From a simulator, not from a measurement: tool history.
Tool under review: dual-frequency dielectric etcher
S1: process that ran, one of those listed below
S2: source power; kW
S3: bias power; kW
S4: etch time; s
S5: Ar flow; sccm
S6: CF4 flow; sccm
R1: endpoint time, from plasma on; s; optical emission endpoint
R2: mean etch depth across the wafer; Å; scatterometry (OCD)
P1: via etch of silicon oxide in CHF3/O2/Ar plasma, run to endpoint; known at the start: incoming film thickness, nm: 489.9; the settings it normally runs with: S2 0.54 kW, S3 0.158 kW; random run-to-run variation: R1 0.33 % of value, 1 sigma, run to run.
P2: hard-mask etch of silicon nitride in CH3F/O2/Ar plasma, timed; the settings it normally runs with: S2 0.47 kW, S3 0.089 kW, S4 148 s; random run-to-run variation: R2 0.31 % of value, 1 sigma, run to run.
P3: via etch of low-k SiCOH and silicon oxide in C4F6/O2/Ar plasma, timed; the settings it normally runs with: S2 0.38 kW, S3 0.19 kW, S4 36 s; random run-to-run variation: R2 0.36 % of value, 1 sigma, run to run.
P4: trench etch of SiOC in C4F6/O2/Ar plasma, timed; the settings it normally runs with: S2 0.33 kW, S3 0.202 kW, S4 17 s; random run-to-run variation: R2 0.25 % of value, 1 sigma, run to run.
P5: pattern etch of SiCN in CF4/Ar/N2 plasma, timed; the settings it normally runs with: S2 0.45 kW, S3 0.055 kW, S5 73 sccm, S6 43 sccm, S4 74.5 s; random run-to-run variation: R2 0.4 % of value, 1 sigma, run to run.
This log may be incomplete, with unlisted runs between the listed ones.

run 1 hour=7.4 | S1=P1 S2=0.54 S3=0.158 | R1=278.7
run 2 hour=16.8 | S1=P4 S2=0.33 S3=0.202 S4=25.5 | R2=520.19
run 3 hour=21.2 | S1=P3 S2=0.38 S3=0.19 S4=36 | R2=954.25
run 4 hour=27.3 | S1=P1 S2=0.54 S3=0.158 | R1=280.1
run 5 hour=33.5 | S1=P1 S2=0.54 S3=0.102 | R1=320.62
run 6 hour=41.1 | S1=P3 S2=0.38 S3=0.19 S4=27 | R2=712.02
run 7 hour=47.5 | S1=P5 S2=0.45 S3=0.055 S4=74.5 S5=73 S6=43 | R2=567.33
run 8 hour=54.6 | S1=P2 S2=0.31 S3=0.089 S4=148 | R2=1001.7
run 9 hour=61.9 | S1=P5 S2=0.45 S3=0.055 S4=45.5 S5=73 S6=43 | R2=345.66
run 10 hour=68.7 | S1=P1 S2=0.54 S3=0.158 | R1=279.74
run 11 hour=73.3 | S1=P5 S2=0.45 S3=0.034 S4=74.5 S5=73 S6=43 | R2=487.27
run 12 hour=81.1 | S1=P1 S2=0.68 S3=0.158 | R1=255.93
run 13 hour=87.9 | S1=P3 S2=0.38 S3=0.12 S4=36 | R2=823.75
run 14 hour=98.1 | S1=P3 S2=0.23 S3=0.19 S4=36 | R2=780.59
run 15 hour=105.2 | S1=P1 S2=0.54 S3=0.158 | R1=278.86
run 16 hour=111.2 | S1=P1 S2=0.35 S3=0.102 | R1=380.15
run 17 hour=117.2 | S1=P4 S2=0.33 S3=0.254 S4=17 | R2=375.35
run 18 hour=122.5 | S1=P1 S2=0.41 S3=0.158 | R1=310.08
run 19 hour=128.1 | S1=P1 S2=0.54 S3=0.203 | R1=256.71
run 20 hour=136 | S1=P2 S2=0.47 S3=0.107 S4=148 | R2=1253
run 21 hour=143.7 | S1=P3 S2=0.38 S3=0.19 S4=36 | R2=946.7
run 22 hour=153.4 | S1=P4 S2=0.33 S3=0.202 S4=17 | R2=347.93
run 23 hour=160.3 | S1=P1 S2=0.67 S3=0.111 | R1=286.58
run 24 hour=167.4 | S1=P2 S2=0.47 S3=0.089 S4=192 | R2=1533
run 25 hour=177.1 | S1=P5 S2=0.45 S3=0.055 S4=74.5 S5=73 S6=28 | R2=526.19
run 26 hour=184.3 | S1=P5 S2=0.3 S3=0.055 S4=74.5 S5=73 S6=43 | R2=395.87
run 27 hour=189.3 | S1=P2 S2=0.47 S3=0.089 S4=148 | R2=1177.5
run 28 hour=196.8 | S1=P5 S2=0.45 S3=0.055 S4=74.5 S5=44 S6=43 | R2=618.28
run 29 hour=204.8 | S1=P4 S2=0.22 S3=0.202 S4=17 | R2=296.26
-- hour=209.9 bias power generator calibrated
run 30 hour=213.1 | S1=P4 S2=0.33 S3=0.202 S4=17 | R2=347.95
run 31 hour=221.4 | S1=P2 S2=0.47 S3=0.089 S4=148 | R2=1180
run 32 hour=228 | S1=P1 S2=0.54 S3=0.158 | R1=278.56
run 33 hour=233.2 | S1=P1 S2=0.54 S3=0.158 | R1=279.34
run 34 hour=243.2 | S1=P1 S2=0.54 S3=0.158 | R1=280.48
run 35 hour=249.7 | S1=P1 S2=0.54 S3=0.158 | R1=279.6
run 36 hour=257.1 | S1=P1 S2=0.54 S3=0.158 | R1=280.94
run 37 hour=265.8 | S1=P1 S2=0.54 S3=0.158 | R1=283.02
run 38 hour=274.8 | S1=P1 S2=0.54 S3=0.158 | R1=282.21
run 39 hour=281.4 | S1=P1 S2=0.54 S3=0.158 | R1=281.63
run 40 hour=288 | S1=P1 S2=0.54 S3=0.158 | R1=282.97
run 41 hour=294.9 | S1=P1 S2=0.54 S3=0.158 | R1=283.85
-- hour=300.9 wet clean of the chamber
run 42 hour=304.4 | S1=P1 S2=0.54 S3=0.158 | R1=283.73
run 43 hour=314.3 | S1=P1 S2=0.54 S3=0.158 | R1=283.11
run 44 hour=324.5 | S1=P1 S2=0.54 S3=0.158 | R1=282.18

What P1 gives has crept away from where it was. These 2 causes fit the log equally well, each at the size given:
A: bias power that arrives under what is set, % = 4.9
B: source power that arrives under what is set, % = 4.2
Onset of the creep was near hour 233.2.
All other causes, with the reason each is excluded:
chamber walls in a state that lowers the etch rate, %: serviced at hour 300.9, after the change had begun; the process did not return to its earlier output

Below are 4 check runs, each averaged over 2 wafers, with their results shown as question marks. Which of them would give clearly different results depending on which cause is behind the drift?
run check 1 hour=334.7 | S1=P2 S2=0.47 S3=0.089 S4=148 | R2=?
run check 2 hour=334.7 | S1=P3 S2=0.38 S3=0.19 S4=36 | R2=?
run check 3 hour=334.7 | S1=P4 S2=0.33 S3=0.202 S4=17 | R2=?
run check 4 hour=334.7 | S1=P5 S2=0.45 S3=0.055 S4=74.5 S5=73 S6=43 | R2=?

Check results expected under each cause:
check=check_1 result=R2 if_A=1155.3 if_B=1157.2
check=check_2 result=R2 if_A=930.97 if_B=930.41
check=check_3 result=R2 if_A=341.26 if_B=341.24
check=check_4 result=R2 if_A=558.39 if_B=546.78
Per-check spread between the two closest causes, in the result where they differ most: check 1 0.16 %; check 2 0.06 %; check 3 0.01 %; check 4 2.1 %
Only in check 4 would the causes give clearly different results; in the remaining checks their results would be nearly the same.

With check 4 done, the readings were: R2 556 Å. Identify which of the listed causes applies.

A is the cause: bias power that arrives under what is set, %.
